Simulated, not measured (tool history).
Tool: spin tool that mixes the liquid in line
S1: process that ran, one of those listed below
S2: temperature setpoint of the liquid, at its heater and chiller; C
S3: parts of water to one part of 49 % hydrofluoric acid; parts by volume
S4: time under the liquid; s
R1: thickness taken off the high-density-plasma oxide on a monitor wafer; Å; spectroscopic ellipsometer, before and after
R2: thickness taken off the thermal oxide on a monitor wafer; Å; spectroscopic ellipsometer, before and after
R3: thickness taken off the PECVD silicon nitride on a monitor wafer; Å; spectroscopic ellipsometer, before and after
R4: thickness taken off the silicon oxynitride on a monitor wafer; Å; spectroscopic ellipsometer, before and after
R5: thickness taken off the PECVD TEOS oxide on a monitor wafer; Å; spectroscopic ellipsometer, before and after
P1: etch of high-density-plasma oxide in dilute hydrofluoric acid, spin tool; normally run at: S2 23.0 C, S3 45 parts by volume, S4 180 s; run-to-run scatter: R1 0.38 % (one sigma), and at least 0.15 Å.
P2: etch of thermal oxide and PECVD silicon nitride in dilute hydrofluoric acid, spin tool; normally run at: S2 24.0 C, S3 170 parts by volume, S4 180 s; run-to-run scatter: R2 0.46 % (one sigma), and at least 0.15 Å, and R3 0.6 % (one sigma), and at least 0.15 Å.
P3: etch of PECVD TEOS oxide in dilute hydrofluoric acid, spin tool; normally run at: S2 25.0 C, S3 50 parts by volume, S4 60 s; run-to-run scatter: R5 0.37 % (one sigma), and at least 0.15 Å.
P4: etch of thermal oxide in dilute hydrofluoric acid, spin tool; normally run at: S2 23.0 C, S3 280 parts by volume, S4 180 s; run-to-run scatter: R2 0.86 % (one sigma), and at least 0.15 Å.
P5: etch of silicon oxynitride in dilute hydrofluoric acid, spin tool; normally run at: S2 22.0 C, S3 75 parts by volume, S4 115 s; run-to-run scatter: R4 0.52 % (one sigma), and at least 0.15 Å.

{"run": 1, "hour": 17.5, "S1": "P1", "S2": 23.0, "S3": 45, "S4": 180, "R1": 225.46}
{"run": 2, "hour": 26.8, "S1": "P2", "S2": 24.0, "S3": 170, "S4": 180, "R2": 44.949, "R3": 34.289}
{"run": 3, "hour": 43.9, "S1": "P5", "S2": 22.0, "S3": 140, "S4": 115, "R4": 33.736}
{"run": 4, "hour": 55.1, "S1": "P3", "S2": 25.0, "S3": 85, "S4": 60, "R5": 104.28}
{"run": 5, "hour": 66.0, "S1": "P1", "S2": 23.0, "S3": 75, "S4": 180, "R1": 129.49}
{"run": 6, "hour": 84.1, "S1": "P1", "S2": 30.0, "S3": 45, "S4": 180, "R1": 299.82}
{"run": 7, "hour": 93.4, "S1": "P1", "S2": 17.0, "S3": 45, "S4": 180, "R1": 175.82}
{"run": 8, "hour": 111.0, "S1": "P5", "S2": 22.0, "S3": 75, "S4": 115, "R4": 67.091}
{"run": 9, "hour": 125.1, "S1": "P1", "S2": 23.0, "S3": 45, "S4": 180, "R1": 225.46}
{"run": 10, "hour": 141.6, "S1": "P2", "S2": 28.0, "S3": 170, "S4": 180, "R2": 52.083, "R3": 43.602}
{"run": 11, "hour": 160.8, "S1": "P4", "S2": 23.0, "S3": 85, "S4": 180, "R2": 100.18}
{"run": 12, "hour": 179.1, "S1": "P5", "S2": 17.0, "S3": 75, "S4": 115, "R4": 52.856}
{"run": 13, "hour": 196.4, "S1": "P4", "S2": 17.0, "S3": 280, "S4": 180, "R2": 19.669}
{"run": 14, "hour": 214.3, "S1": "P1", "S2": 23.0, "S3": 45, "S4": 360, "R1": 451.97}
{"run": 15, "hour": 224.5, "S1": "P1", "S2": 19.5, "S3": 75, "S4": 180, "R1": 112.68}
{"run": 16, "hour": 242.9, "S1": "P5", "S2": 22.0, "S3": 75, "S4": 15, "R4": 8.5624}
{"run": 17, "hour": 255.4, "S1": "P1", "S2": 23.0, "S3": 45, "S4": 180, "R1": 226.91}
{"run": 18, "hour": 265.7, "S1": "P3", "S2": 25.0, "S3": 50, "S4": 85, "R5": 264.54}
{"run": 19, "hour": 284.1, "S1": "P1", "S2": 23.0, "S3": 30, "S4": 180, "R1": 343.38}
{"hour": 284.2, "done": "hydrofluoric acid flow meter replaced"}
{"run": 20, "hour": 299.5, "S1": "P1", "S2": 23.0, "S3": 45, "S4": 180, "R1": 224.24}
{"run": 21, "hour": 317.1, "S1": "P3", "S2": 19.0, "S3": 50, "S4": 60, "R5": 144.85}
{"run": 22, "hour": 334.6, "S1": "P4", "S2": 23.0, "S3": 280, "S4": 15, "R2": 2.0174}
{"run": 23, "hour": 347.7, "S1": "P1", "S2": 26.5, "S3": 25, "S4": 180, "R1": 486.76}

Run 24 comes next. What will it give?
{"run": 24, "hour": 364.1, "S1": "P1", "S2": 23.0, "S3": 45, "S4": 20, "R1": "?"}

{"run 24": {"R1": 25.011}}
